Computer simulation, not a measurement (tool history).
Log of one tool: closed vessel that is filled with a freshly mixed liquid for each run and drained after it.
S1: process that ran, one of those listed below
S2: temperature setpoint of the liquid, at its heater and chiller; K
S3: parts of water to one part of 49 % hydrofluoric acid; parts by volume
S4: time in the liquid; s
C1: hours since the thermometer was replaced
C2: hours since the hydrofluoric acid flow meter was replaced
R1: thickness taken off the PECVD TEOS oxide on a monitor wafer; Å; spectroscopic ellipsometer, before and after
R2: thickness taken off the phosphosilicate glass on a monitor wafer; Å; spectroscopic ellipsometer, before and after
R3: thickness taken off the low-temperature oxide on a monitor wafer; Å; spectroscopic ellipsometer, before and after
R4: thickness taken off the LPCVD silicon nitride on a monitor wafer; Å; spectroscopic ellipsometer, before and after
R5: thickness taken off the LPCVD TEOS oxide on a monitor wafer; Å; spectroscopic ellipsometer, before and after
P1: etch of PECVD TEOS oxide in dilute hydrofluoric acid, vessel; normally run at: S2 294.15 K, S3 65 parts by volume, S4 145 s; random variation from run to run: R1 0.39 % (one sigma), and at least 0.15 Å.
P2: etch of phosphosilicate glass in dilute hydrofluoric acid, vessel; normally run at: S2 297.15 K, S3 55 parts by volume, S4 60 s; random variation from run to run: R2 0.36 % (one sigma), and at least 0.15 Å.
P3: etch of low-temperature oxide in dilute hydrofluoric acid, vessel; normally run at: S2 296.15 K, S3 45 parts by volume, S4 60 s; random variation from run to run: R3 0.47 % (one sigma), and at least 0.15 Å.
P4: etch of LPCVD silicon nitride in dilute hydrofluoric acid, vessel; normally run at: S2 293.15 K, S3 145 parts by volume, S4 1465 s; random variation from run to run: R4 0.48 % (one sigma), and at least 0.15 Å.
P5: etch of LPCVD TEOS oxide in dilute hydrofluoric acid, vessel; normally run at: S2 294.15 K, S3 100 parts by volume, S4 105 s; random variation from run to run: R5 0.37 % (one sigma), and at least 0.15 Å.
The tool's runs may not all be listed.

{"run": 1, "hour": 10.2, "S1": "P1", "S2": 294.15, "S3": 65, "S4": 145, "C1": 525.5, "C2": 210.3, "R1": 174.93}
{"run": 2, "hour": 22.6, "S1": "P1", "S2": 294.15, "S3": 65, "S4": 145, "C1": 537.9, "C2": 222.7, "R1": 175.11}
{"run": 3, "hour": 31.3, "S1": "P2", "S2": 297.15, "S3": 55, "S4": 90, "C1": 546.6, "C2": 231.4, "R2": 2311.9}
{"run": 4, "hour": 43.2, "S1": "P3", "S2": 296.15, "S3": 45, "S4": 100, "C1": 558.5, "C2": 243.3, "R3": 379.74}
{"run": 5, "hour": 52.7, "S1": "P4", "S2": 293.15, "S3": 145, "S4": 1465, "C1": 568.0, "C2": 252.8, "R4": 43.903}
{"run": 6, "hour": 65.8, "S1": "P2", "S2": 297.15, "S3": 55, "S4": 60, "C1": 581.1, "C2": 265.9, "R2": 1534.1}
{"run": 7, "hour": 73.5, "S1": "P1", "S2": 294.15, "S3": 65, "S4": 145, "C1": 588.8, "C2": 273.6, "R1": 173.36}
{"run": 8, "hour": 81.4, "S1": "P1", "S2": 294.15, "S3": 65, "S4": 210, "C1": 596.7, "C2": 281.5, "R1": 251.91}
{"run": 9, "hour": 92.7, "S1": "P3", "S2": 296.15, "S3": 25, "S4": 60, "C1": 608.0, "C2": 292.8, "R3": 420.16}
{"run": 10, "hour": 100.3, "S1": "P5", "S2": 294.15, "S3": 100, "S4": 30, "C1": 615.6, "C2": 300.4, "R5": 65.316}
{"run": 11, "hour": 110.1, "S1": "P4", "S2": 293.15, "S3": 210, "S4": 1465, "C1": 625.4, "C2": 310.2, "R4": 30.908}
{"run": 12, "hour": 123.5, "S1": "P5", "S2": 300.65, "S3": 100, "S4": 105, "C1": 638.8, "C2": 323.6, "R5": 295.46}
{"run": 13, "hour": 132.5, "S1": "P4", "S2": 293.15, "S3": 145, "S4": 2790, "C1": 647.8, "C2": 332.6, "R4": 84.509}
{"run": 14, "hour": 145.1, "S1": "P5", "S2": 294.15, "S3": 30, "S4": 105, "C1": 660.4, "C2": 345.2, "R5": 828.78}
{"run": 15, "hour": 154.5, "S1": "P1", "S2": 290.15, "S3": 65, "S4": 50, "C1": 669.8, "C2": 354.6, "R1": 50.596}
{"run": 16, "hour": 168.5, "S1": "P1", "S2": 290.15, "S3": 65, "S4": 145, "C1": 683.8, "C2": 368.6, "R1": 147.21}
{"run": 17, "hour": 176.8, "S1": "P1", "S2": 294.15, "S3": 65, "S4": 145, "C1": 692.1, "C2": 376.9, "R1": 173.14}
{"run": 18, "hour": 188.6, "S1": "P1", "S2": 294.15, "S3": 65, "S4": 30, "C1": 703.9, "C2": 388.7, "R1": 35.812}
{"run": 19, "hour": 195.5, "S1": "P1", "S2": 294.15, "S3": 65, "S4": 145, "C1": 710.8, "C2": 395.6, "R1": 174.67}
{"run": 20, "hour": 206.1, "S1": "P5", "S2": 294.15, "S3": 100, "S4": 105, "C1": 721.4, "C2": 406.2, "R5": 228.55}
{"run": 21, "hour": 220.1, "S1": "P1", "S2": 298.15, "S3": 65, "S4": 145, "C1": 735.4, "C2": 420.2, "R1": 204.46}
{"run": 22, "hour": 232.6, "S1": "P1", "S2": 294.15, "S3": 65, "S4": 145, "C1": 747.9, "C2": 432.7, "R1": 175.02}
{"run": 23, "hour": 246.4, "S1": "P2", "S2": 297.15, "S3": 55, "S4": 60, "C1": 761.7, "C2": 446.5, "R2": 1538.5}
{"run": 24, "hour": 260.8, "S1": "P1", "S2": 294.15, "S3": 95, "S4": 145, "C1": 776.1, "C2": 460.9, "R1": 115.15}

Run 25 comes next. What will it give?
{"run": 25, "hour": 272.2, "S1": "P1", "S2": 294.15, "S3": 25, "S4": 145, "C1": 787.5, "C2": 472.3, "R1": "?"}

R1: 476.860 Å

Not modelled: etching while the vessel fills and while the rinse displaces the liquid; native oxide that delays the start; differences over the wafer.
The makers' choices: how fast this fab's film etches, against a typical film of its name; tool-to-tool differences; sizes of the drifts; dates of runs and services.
